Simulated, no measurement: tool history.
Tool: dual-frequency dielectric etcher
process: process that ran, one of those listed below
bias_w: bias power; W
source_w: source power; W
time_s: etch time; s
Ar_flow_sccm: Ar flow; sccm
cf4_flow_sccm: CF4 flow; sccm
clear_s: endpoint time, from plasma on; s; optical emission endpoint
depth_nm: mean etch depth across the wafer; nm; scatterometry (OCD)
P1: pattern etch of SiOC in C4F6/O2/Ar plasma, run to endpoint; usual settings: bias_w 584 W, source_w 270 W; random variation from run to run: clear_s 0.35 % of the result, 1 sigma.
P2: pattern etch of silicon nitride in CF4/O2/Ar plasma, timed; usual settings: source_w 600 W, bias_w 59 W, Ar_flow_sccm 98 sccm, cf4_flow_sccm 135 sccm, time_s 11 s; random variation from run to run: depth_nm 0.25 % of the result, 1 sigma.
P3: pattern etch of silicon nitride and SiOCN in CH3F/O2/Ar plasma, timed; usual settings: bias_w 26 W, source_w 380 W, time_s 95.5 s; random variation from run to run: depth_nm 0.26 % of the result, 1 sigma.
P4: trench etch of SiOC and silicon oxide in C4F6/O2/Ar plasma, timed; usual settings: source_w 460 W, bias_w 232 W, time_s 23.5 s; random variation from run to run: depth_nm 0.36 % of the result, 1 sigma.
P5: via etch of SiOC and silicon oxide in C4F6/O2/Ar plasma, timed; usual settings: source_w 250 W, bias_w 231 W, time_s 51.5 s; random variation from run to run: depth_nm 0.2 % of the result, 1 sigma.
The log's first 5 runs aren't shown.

run	hour	process	bias_w	source_w	time_s	Ar_flow_sccm	cf4_flow_sccm	clear_s	depth_nm
6	31.7	P2	34	600	11	98	135		22.566
7	37.2	P5	231	250	51.5				52.336
8	42.1	P3	35	380	95.5				15.712
9	46.2	P1	584	340				15.854	
10	50.4	P2	59	730	11	98	135		32.379
11	54.4	P1	340	270				21.083	
12	62	P1	584	270				17.245	
13	67.2	P3	26	380	134.5				19.378
14	73	P1	584	170				20.283	
15	78.7	P4	232	460	23.5				53.087
16	84.9	P3	26	230	95.5				11.622
17	88.6	P1	766	190				17.508	
18	94.6	P5	231	350	51.5				59.202
19	100.3	P2	59	600	11	98	135		27.35
20	105.1	P1	584	270				17.141	
21	109.5	P2	59	600	11	98	135		27.276
22	113.7	P2	59	600	11	76	135		28.017
23	118.7	P4	188	460	23.5				49.799

Forecast run 24:
24	123.2	P1	709	270				?	

{"run 24": {"clear_s": 15.872}}

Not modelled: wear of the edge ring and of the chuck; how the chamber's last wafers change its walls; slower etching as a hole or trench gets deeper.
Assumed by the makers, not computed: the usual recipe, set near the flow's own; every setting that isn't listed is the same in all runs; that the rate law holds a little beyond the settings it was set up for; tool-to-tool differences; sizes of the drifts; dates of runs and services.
